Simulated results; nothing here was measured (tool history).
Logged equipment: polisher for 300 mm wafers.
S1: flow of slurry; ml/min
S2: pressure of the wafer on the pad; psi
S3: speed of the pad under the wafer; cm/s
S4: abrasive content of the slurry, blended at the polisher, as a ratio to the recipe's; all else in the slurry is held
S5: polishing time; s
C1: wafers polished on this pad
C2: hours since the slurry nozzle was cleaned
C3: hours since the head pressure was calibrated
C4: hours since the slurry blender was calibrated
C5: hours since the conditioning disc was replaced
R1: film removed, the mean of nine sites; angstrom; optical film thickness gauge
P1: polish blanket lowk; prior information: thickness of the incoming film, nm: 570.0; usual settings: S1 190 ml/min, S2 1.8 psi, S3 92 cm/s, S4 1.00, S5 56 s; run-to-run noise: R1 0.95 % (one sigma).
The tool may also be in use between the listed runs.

{"run": 1, "day": 0.529, "S1": 190, "S2": 1.8, "S3": 92, "S4": 1.0, "S5": 56, "C1": 567, "C2": 230.6, "C3": 301.1, "C4": 116.7, "C5": 224.4, "R1": 181.4}
{"run": 2, "day": 0.9, "S1": 190, "S2": 1.8, "S3": 92, "S4": 1.5, "S5": 56, "C1": 686, "C2": 239.5, "C3": 310.0, "C4": 125.6, "C5": 233.3, "R1": 216.15}
{"day": 1.108, "done": "conditioning disc replaced and pad reconditioned"}
{"run": 3, "day": 1.35, "S1": 190, "S2": 1.8, "S3": 92, "S4": 1.0, "S5": 56, "C1": 829, "C2": 250.3, "C3": 320.8, "C4": 136.4, "C5": 5.8, "R1": 182.4}
{"run": 4, "day": 1.875, "S1": 115, "S2": 1.8, "S3": 92, "S4": 1.0, "S5": 56, "C1": 997, "C2": 262.9, "C3": 333.4, "C4": 149.0, "C5": 18.4, "R1": 167.02}
{"run": 5, "day": 2.362, "S1": 290, "S2": 2.5, "S3": 92, "S4": 1.0, "S5": 56, "C1": 1152, "C2": 274.6, "C3": 345.1, "C4": 160.7, "C5": 30.1, "R1": 264.14}
{"run": 6, "day": 2.904, "S1": 190, "S2": 1.8, "S3": 92, "S4": 1.0, "S5": 28, "C1": 1325, "C2": 287.6, "C3": 358.1, "C4": 173.7, "C5": 43.1, "R1": 91.448}
{"run": 7, "day": 3.254, "S1": 190, "S2": 1.8, "S3": 92, "S4": 1.0, "S5": 80, "C1": 1437, "C2": 296.0, "C3": 366.5, "C4": 182.1, "C5": 51.5, "R1": 259.17}
{"run": 8, "day": 3.5, "S1": 190, "S2": 1.8, "S3": 50, "S4": 1.0, "S5": 56, "C1": 1515, "C2": 301.9, "C3": 372.4, "C4": 188.0, "C5": 57.4, "R1": 110.93}
{"run": 9, "day": 3.788, "S1": 190, "S2": 1.8, "S3": 92, "S4": 1.0, "S5": 56, "C1": 1607, "C2": 308.8, "C3": 379.3, "C4": 194.9, "C5": 64.3, "R1": 177.45}
{"run": 10, "day": 4.321, "S1": 190, "S2": 1.8, "S3": 142, "S4": 1.0, "S5": 56, "C1": 1777, "C2": 321.6, "C3": 392.1, "C4": 207.7, "C5": 77.1, "R1": 255.62}
{"run": 11, "day": 4.812, "S1": 190, "S2": 1.8, "S3": 92, "S4": 0.55, "S5": 56, "C1": 1934, "C2": 333.4, "C3": 403.9, "C4": 219.5, "C5": 88.9, "R1": 131.88}
{"run": 12, "day": 5.221, "S1": 270, "S2": 1.8, "S3": 92, "S4": 1.0, "S5": 56, "C1": 2065, "C2": 343.2, "C3": 413.7, "C4": 229.3, "C5": 98.7, "R1": 188.82}
{"run": 13, "day": 5.662, "S1": 190, "S2": 2.4, "S3": 92, "S4": 1.0, "S5": 56, "C1": 2206, "C2": 353.8, "C3": 424.3, "C4": 239.9, "C5": 109.3, "R1": 244.59}
{"run": 14, "day": 6.171, "S1": 190, "S2": 1.8, "S3": 92, "S4": 1.0, "S5": 56, "C1": 2368, "C2": 366.0, "C3": 436.5, "C4": 252.1, "C5": 121.5, "R1": 179.12}
{"run": 15, "day": 6.567, "S1": 190, "S2": 0.8, "S3": 92, "S4": 1.0, "S5": 56, "C1": 2494, "C2": 375.5, "C3": 446.0, "C4": 261.6, "C5": 131.0, "R1": 80.468}
{"run": 16, "day": 6.938, "S1": 190, "S2": 1.8, "S3": 92, "S4": 1.0, "S5": 56, "C1": 2613, "C2": 384.4, "C3": 454.9, "C4": 270.5, "C5": 139.9, "R1": 182.59}
{"run": 17, "day": 7.275, "S1": 190, "S2": 1.8, "S3": 92, "S4": 1.0, "S5": 56, "C1": 2720, "C2": 392.5, "C3": 463.0, "C4": 278.6, "C5": 148.0, "R1": 175.07}
{"run": 18, "day": 7.7, "S1": 190, "S2": 1.8, "S3": 92, "S4": 1.0, "S5": 56, "C1": 2856, "C2": 402.7, "C3": 473.2, "C4": 288.8, "C5": 158.2, "R1": 164.55}
{"run": 19, "day": 7.967, "S1": 190, "S2": 1.8, "S3": 92, "S4": 1.0, "S5": 56, "C1": 2941, "C2": 409.1, "C3": 479.6, "C4": 295.2, "C5": 164.6, "R1": 161.05}
{"run": 20, "day": 8.471, "S1": 190, "S2": 1.8, "S3": 92, "S4": 1.0, "S5": 56, "C1": 3102, "C2": 421.2, "C3": 491.7, "C4": 307.3, "C5": 176.7, "R1": 162.43}
{"day": 8.596, "done": "conditioning disc replaced and pad reconditioned"}
{"day": 8.7, "done": "head pressure recalibrated"}
{"run": 21, "day": 8.862, "S1": 190, "S2": 1.8, "S3": 92, "S4": 1.0, "S5": 56, "C1": 3227, "C2": 430.6, "C3": 4.0, "C4": 316.7, "C5": 6.4, "R1": 160.89}
{"run": 22, "day": 9.2, "S1": 190, "S2": 1.8, "S3": 92, "S4": 1.0, "S5": 56, "C1": 3335, "C2": 438.7, "C3": 12.1, "C4": 324.8, "C5": 14.5, "R1": 158.29}
{"day": 9.429, "done": "slurry nozzle cleaned"}
{"run": 23, "day": 9.525, "S1": 190, "S2": 1.8, "S3": 92, "S4": 1.0, "S5": 56, "C1": 3439, "C2": 2.4, "C3": 19.9, "C4": 332.6, "C5": 22.3, "R1": 158.22}
{"run": 24, "day": 9.933, "S1": 190, "S2": 1.8, "S3": 92, "S4": 1.0, "S5": 56, "C1": 3569, "C2": 12.2, "C3": 29.7, "C4": 342.4, "C5": 32.1, "R1": 157.69}
{"run": 25, "day": 10.292, "S1": 190, "S2": 1.8, "S3": 92, "S4": 1.0, "S5": 56, "C1": 3683, "C2": 20.8, "C3": 38.3, "C4": 351.0, "C5": 40.7, "R1": 156.1}

P1 no longer gives what it gave before; its output has crept away from where it was. The following 2 causes, each at its listed size, fit the log equally well:
A: abrasive missing from the slurry, % = 25.7
B: removal rate lost through wear of the pad, % = 13.6
At approximately day 6.938, the process output began to creep.
The rest of the possible causes, and what rules out each one:
slurry flow missing at the pad, %: serviced at day 9.429, after the drift had started, without restoring the earlier output
head's pressure below its setpoint, %: serviced at day 8.700, after the drift had started, without restoring the earlier output
time polished since the conditioner stopped cutting, s: serviced at day 8.596, after the drift had started, without restoring the earlier output

The 4 check runs listed below each average the results of 5 wafers, and their outcomes are marked with question marks. Under which run would the listed causes produce clearly different results?
{"run": "check 1", "day": 10.65, "S1": 190, "S2": 1.8, "S3": 142, "S4": 1.0, "S5": 56, "R1": "?"}
{"run": "check 2", "day": 10.65, "S1": 190, "S2": 1.8, "S3": 52, "S4": 1.0, "S5": 43, "R1": "?"}
{"run": "check 3", "day": 10.65, "S1": 190, "S2": 1.8, "S3": 66, "S4": 1.0, "S5": 56, "R1": "?"}
{"run": "check 4", "day": 10.65, "S1": 190, "S2": 1.8, "S3": 92, "S4": 0.6, "S5": 77, "R1": "?"}

Predicted outcomes, by check and by cause:
check=check_1 result=R1 if_A=221.780 if_B=221.750
check=check_2 result=R1 if_A=76.240 if_B=76.228
check=check_3 result=R1 if_A=120.150 if_B=120.130
check=check_4 result=R1 if_A=159.340 if_B=165.350
Distance between the nearest two causes, measured in the result of the check that separates them most: check 1 0.02 %; check 2 0.02 %; check 3 0.02 %; check 4 3.71 %
The causes can be told apart only by check 4. The other checks would give nearly the same results under each of them.

Running check 4 produced the following: R1 165.500 angstrom. Which one of the listed causes fits?

The correct cause is B, namely: removal rate lost through wear of the pad, %.
